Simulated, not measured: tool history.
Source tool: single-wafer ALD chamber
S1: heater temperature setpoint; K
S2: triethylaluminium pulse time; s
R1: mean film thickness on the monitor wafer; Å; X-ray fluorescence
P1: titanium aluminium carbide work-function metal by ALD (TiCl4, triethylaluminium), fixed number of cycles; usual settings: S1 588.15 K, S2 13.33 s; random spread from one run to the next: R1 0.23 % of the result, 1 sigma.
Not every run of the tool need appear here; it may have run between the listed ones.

run	hour	S1	S2	R1
1	10	588.15	13.33	22.156
2	19.5	588.15	4.55	17.84
3	35.6	588.15	20.49	22.393
4	48.4	569.15	13.33	20.485
5	62.9	588.15	13.33	22.125
6	73.1	564.15	18.77	20.18
7	88.9	571.15	21.54	20.915
8	104.8	604.15	13.33	23.62
9	119.8	588.15	13.33	22.17
10	127.5	588.15	13.33	22.174
11	135.6	588.15	13.33	22.246
12	144.6	588.15	13.33	22.22
13	154.4	588.15	13.33	22.217
14	166	588.15	13.33	21.93
15	176.6	588.15	13.33	21.825
16	183.8	588.15	13.33	21.845
17	196.4	588.15	13.33	21.827
18	205.8	588.15	13.33	21.613
19	218.3	588.15	13.33	21.694
20	231.2	588.15	13.33	21.601

What P1 gives has crept off from where it sat before. The 2 causes that follow fit the log equally well, each at the size noted:
A: wafer temperature below the value expected at the setpoint (K) = 5.61
B: triethylaluminium dose below that of a fresh bottle (%) = 25.8
The onset of the drift is placed at about hour 154.4.

Which of the 4 check runs listed below separates the causes, so that each cause would produce a clearly different result? Each run uses one wafer, and its results are marked with question marks.
check 1	244.1	596.15	13.33	?
check 2	244.1	597.15	13.33	?
check 3	244.1	588.15	4.81	?
check 4	244.1	576.15	13.33	?

Outcome of each check run for each possible cause:
check	result	if A	if B
check 1	R1	22.417	22.402
check 2	R1	22.509	22.492
check 3	R1	17.735	15.874
check 4	R1	20.596	20.615
Minimum pairwise separation of causes per check, each pair taken at its best-separating result: check 1 0.07 %; check 2 0.08 %; check 3 11.09 %; check 4 0.09 %
Of the check runs offered, only check 3 discriminates between the causes; the rest would read about the same regardless of which cause applies.

Running check 3 produced the following: R1 17.666 Å. Which one of the listed causes fits?

A is the cause: wafer temperature below the value expected at the setpoint (K).
